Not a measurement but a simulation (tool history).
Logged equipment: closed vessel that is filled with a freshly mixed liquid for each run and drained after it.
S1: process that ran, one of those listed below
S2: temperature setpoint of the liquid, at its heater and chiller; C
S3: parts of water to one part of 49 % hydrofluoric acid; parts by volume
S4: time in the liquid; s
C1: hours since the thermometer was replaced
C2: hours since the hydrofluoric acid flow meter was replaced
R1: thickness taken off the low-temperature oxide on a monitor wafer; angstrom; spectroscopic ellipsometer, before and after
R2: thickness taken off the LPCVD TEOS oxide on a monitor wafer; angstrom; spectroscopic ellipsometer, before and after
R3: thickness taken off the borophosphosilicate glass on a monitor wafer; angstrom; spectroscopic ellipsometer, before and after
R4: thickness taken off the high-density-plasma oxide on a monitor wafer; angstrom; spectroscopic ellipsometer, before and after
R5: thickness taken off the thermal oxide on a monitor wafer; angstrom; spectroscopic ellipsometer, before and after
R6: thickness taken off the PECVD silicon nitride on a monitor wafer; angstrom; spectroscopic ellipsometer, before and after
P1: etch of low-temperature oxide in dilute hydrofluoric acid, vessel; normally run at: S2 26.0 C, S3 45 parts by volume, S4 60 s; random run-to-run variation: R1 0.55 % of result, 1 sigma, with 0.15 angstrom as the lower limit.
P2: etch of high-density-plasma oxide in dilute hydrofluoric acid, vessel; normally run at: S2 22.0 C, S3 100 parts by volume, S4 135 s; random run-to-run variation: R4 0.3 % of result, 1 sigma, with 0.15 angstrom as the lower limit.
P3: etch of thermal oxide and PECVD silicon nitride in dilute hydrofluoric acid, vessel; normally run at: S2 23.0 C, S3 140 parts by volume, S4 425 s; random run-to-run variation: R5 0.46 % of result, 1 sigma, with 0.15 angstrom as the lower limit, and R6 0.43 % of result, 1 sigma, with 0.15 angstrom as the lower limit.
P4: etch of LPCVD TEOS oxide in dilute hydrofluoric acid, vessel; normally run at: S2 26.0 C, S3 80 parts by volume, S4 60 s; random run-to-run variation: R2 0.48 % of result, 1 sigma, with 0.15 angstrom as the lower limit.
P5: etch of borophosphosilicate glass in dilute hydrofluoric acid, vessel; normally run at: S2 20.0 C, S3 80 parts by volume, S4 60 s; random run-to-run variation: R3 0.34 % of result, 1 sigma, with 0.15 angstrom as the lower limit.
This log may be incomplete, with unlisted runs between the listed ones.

Run 1, hour 9.2: S1 P1, S2 26.0 C, S3 45 parts by volume, S4 60 s; C1 1149.0; C2 341.4. Result: R1 481.63 angstrom.
Run 2, hour 17.4: S1 P4, S2 26.0 C, S3 80 parts by volume, S4 30 s; C1 1157.2; C2 349.6. Result: R2 113.88 angstrom.
Run 3, hour 27.4: S1 P5, S2 20.0 C, S3 145 parts by volume, S4 60 s; C1 1167.2; C2 359.6. Result: R3 159.82 angstrom.
Run 4, hour 36.6: S1 P2, S2 17.0 C, S3 100 parts by volume, S4 135 s; C1 1176.4; C2 368.8. Result: R4 87.983 angstrom.
Run 5, hour 43.6: S1 P4, S2 19.0 C, S3 80 parts by volume, S4 60 s; C1 1183.4; C2 375.8. Result: R2 171.04 angstrom.
Run 6, hour 52.4: S1 P1, S2 26.0 C, S3 70 parts by volume, S4 60 s; C1 1192.2; C2 384.6. Result: R1 300.61 angstrom.
Run 7, hour 61.4: S1 P1, S2 26.0 C, S3 25 parts by volume, S4 60 s; C1 1201.2; C2 393.6. Result: R1 895.67 angstrom.
Run 8, hour 67.4: S1 P1, S2 26.0 C, S3 45 parts by volume, S4 95 s; C1 1207.2; C2 399.6. Result: R1 771.53 angstrom.
Run 9, hour 77.3: S1 P1, S2 22.5 C, S3 20 parts by volume, S4 60 s; C1 1217.1; C2 409.5. Result: R1 969.37 angstrom.
Run 10, hour 87.3: S1 P4, S2 26.0 C, S3 130 parts by volume, S4 60 s; C1 1227.1; C2 419.5. Result: R2 132.87 angstrom.
Run 11, hour 91.8: S1 P1, S2 26.0 C, S3 45 parts by volume, S4 60 s; C1 1231.6; C2 424.0. Result: R1 485.31 angstrom.
Run 12, hour 96.6: S1 P4, S2 26.0 C, S3 80 parts by volume, S4 60 s; C1 1236.4; C2 428.8. Result: R2 229.76 angstrom.
Run 13, hour 105.7: S1 P1, S2 26.0 C, S3 45 parts by volume, S4 30 s; C1 1245.5; C2 437.9. Result: R1 241.58 angstrom.
Run 14, hour 113.4: S1 P1, S2 21.5 C, S3 45 parts by volume, S4 60 s; C1 1253.2; C2 445.6. Result: R1 405.35 angstrom.
Run 15, hour 118.2: S1 P2, S2 22.0 C, S3 160 parts by volume, S4 135 s; C1 1258.0; C2 450.4. Result: R4 63.510 angstrom.
Run 16, hour 128.1: S1 P3, S2 23.0 C, S3 140 parts by volume, S4 425 s; C1 1267.9; C2 460.3. Result: R5 134.420 angstrom, R6 48.104 angstrom.
Run 17, hour 135.0: S1 P2, S2 22.0 C, S3 100 parts by volume, S4 135 s; C1 1274.8; C2 467.2. Result: R4 107.970 angstrom.
Run 18, hour 142.8: S1 P1, S2 26.0 C, S3 45 parts by volume, S4 60 s; C1 1282.6; C2 475.0. Result: R1 481.42 angstrom.
Run 19, hour 148.2: S1 P1, S2 30.5 C, S3 30 parts by volume, S4 60 s; C1 1288.0; C2 480.4. Result: R1 891.60 angstrom.
Run 20, hour 155.0: S1 P1, S2 26.0 C, S3 45 parts by volume, S4 60 s; C1 1294.8; C2 487.2. Result: R1 482.27 angstrom.
Run 21, hour 161.8: S1 P3, S2 30.5 C, S3 140 parts by volume, S4 425 s; C1 1301.6; C2 494.0. Result: R5 177.520 angstrom, R6 77.451 angstrom.
Run 22, hour 171.6: S1 P1, S2 26.0 C, S3 45 parts by volume, S4 60 s; C1 1311.4; C2 503.8. Result: R1 484.14 angstrom.
Run 23, hour 179.0: S1 P5, S2 20.0 C, S3 80 parts by volume, S4 30 s; C1 1318.8; C2 511.2. Result: R3 155.73 angstrom.
Run 24, hour 186.8: S1 P3, S2 23.0 C, S3 200 parts by volume, S4 425 s; C1 1326.6; C2 519.0. Result: R5 87.066 angstrom, R6 34.085 angstrom.
Run 25, hour 195.5: S1 P5, S2 17.0 C, S3 80 parts by volume, S4 60 s; C1 1335.3; C2 527.7. Result: R3 274.45 angstrom.
Run 26, hour 201.6: S1 P5, S2 20.0 C, S3 80 parts by volume, S4 60 s; C1 1341.4; C2 533.8. Result: R3 311.30 angstrom.
Run 27, hour 211.6: S1 P1, S2 22.0 C, S3 45 parts by volume, S4 85 s; C1 1351.4; C2 543.8. Result: R1 584.05 angstrom.
Run 28, hour 217.7: S1 P2, S2 22.0 C, S3 100 parts by volume, S4 260 s; C1 1357.5; C2 549.9. Result: R4 208.600 angstrom.
Run 29, hour 222.4: S1 P3, S2 23.0 C, S3 140 parts by volume, S4 805 s; C1 1362.2; C2 554.6. Result: R5 252.240 angstrom, R6 91.017 angstrom.
Run 30, hour 228.0: S1 P1, S2 31.0 C, S3 45 parts by volume, S4 60 s; C1 1367.8; C2 560.2. Result: R1 588.95 angstrom.
Run 31, hour 236.6: S1 P3, S2 23.0 C, S3 140 parts by volume, S4 425 s; C1 1376.4; C2 568.8. Result: R5 133.360 angstrom, R6 47.883 angstrom.
Run 32, hour 241.2: S1 P2, S2 22.0 C, S3 100 parts by volume, S4 135 s; C1 1381.0; C2 573.4. Result: R4 107.610 angstrom.
Run 33, hour 249.1: S1 P1, S2 26.0 C, S3 45 parts by volume, S4 60 s; C1 1388.9; C2 581.3. Result: R1 488.79 angstrom.
Run 34, hour 257.7: S1 P1, S2 26.0 C, S3 45 parts by volume, S4 60 s; C1 1397.5; C2 589.9. Result: R1 502.65 angstrom.
Run 35, hour 263.8: S1 P1, S2 26.0 C, S3 45 parts by volume, S4 60 s; C1 1403.6; C2 596.0. Result: R1 507.44 angstrom.
Run 36, hour 270.4: S1 P1, S2 26.0 C, S3 45 parts by volume, S4 60 s; C1 1410.2; C2 602.6. Result: R1 515.94 angstrom.
Run 37, hour 278.0: S1 P1, S2 26.0 C, S3 45 parts by volume, S4 60 s; C1 1417.8; C2 610.2. Result: R1 519.42 angstrom.
Run 38, hour 284.5: S1 P1, S2 26.0 C, S3 45 parts by volume, S4 60 s; C1 1424.3; C2 616.7. Result: R1 523.55 angstrom.
Run 39, hour 290.5: S1 P1, S2 26.0 C, S3 45 parts by volume, S4 60 s; C1 1430.3; C2 622.7. Result: R1 518.64 angstrom.
Run 40, hour 298.3: S1 P1, S2 26.0 C, S3 45 parts by volume, S4 60 s; C1 1438.1; C2 630.5. Result: R1 525.57 angstrom.
Run 41, hour 306.9: S1 P1, S2 26.0 C, S3 45 parts by volume, S4 60 s; C1 1446.7; C2 639.1. Result: R1 531.77 angstrom.
Run 42, hour 315.7: S1 P1, S2 26.0 C, S3 45 parts by volume, S4 60 s; C1 1455.5; C2 647.9. Result: R1 532.24 angstrom.
Run 43, hour 320.5: S1 P1, S2 26.0 C, S3 45 parts by volume, S4 60 s; C1 1460.3; C2 652.7. Result: R1 524.68 angstrom.

The output of P1 has drifted from where it used to be. Each of the 2 causes below, taken at the size shown beside it, accounts for the log equally well:
A: liquid hotter than its thermometer reads (K) = 2.09
B: hydrofluoric acid flow above the setpoint (%) = 8.26
At approximately hour 249.1, the process output began to creep.

Question marks stand in for the results of the 4 check runs listed below, each run on one wafer. Under which run would the listed causes show clearly different results?
Run check 1, hour 325.3: S1 P2, S2 17.0 C, S3 100 parts by volume, S4 250 s. Result: R4 ?.
Run check 2, hour 325.3: S1 P4, S2 26.0 C, S3 105 parts by volume, S4 30 s. Result: R2 ?.
Run check 3, hour 325.3: S1 P3, S2 28.0 C, S3 190 parts by volume, S4 425 s. Result: R5 ?, R6 ?.
Run check 4, hour 325.3: S1 P5, S2 17.0 C, S3 125 parts by volume, S4 60 s. Result: R3 ?.

If the cause were each of the candidates in turn, the checks would give the following:
  check  result     if A     if B
check 1      R4  177.880  177.870
check 2      R2   91.321   92.187
check 3      R5  120.780  123.610
check 3      R6   55.378   52.856
check 4      R3   182.41   182.95
Smallest distance between any two causes, each pair judged by its most separating result, in per cent: check 1 0 %; check 2 0.94 %; check 3 4.66 %; check 4 0.3 %
The other checks would show nearly matching results whichever cause is true, so check 3 is the only one that separates the causes.

Check 3 was then run and gave: R5 123.930 angstrom; R6 52.974 angstrom. Which cause is it?

The correct cause is B, namely: hydrofluoric acid flow above the setpoint (%).
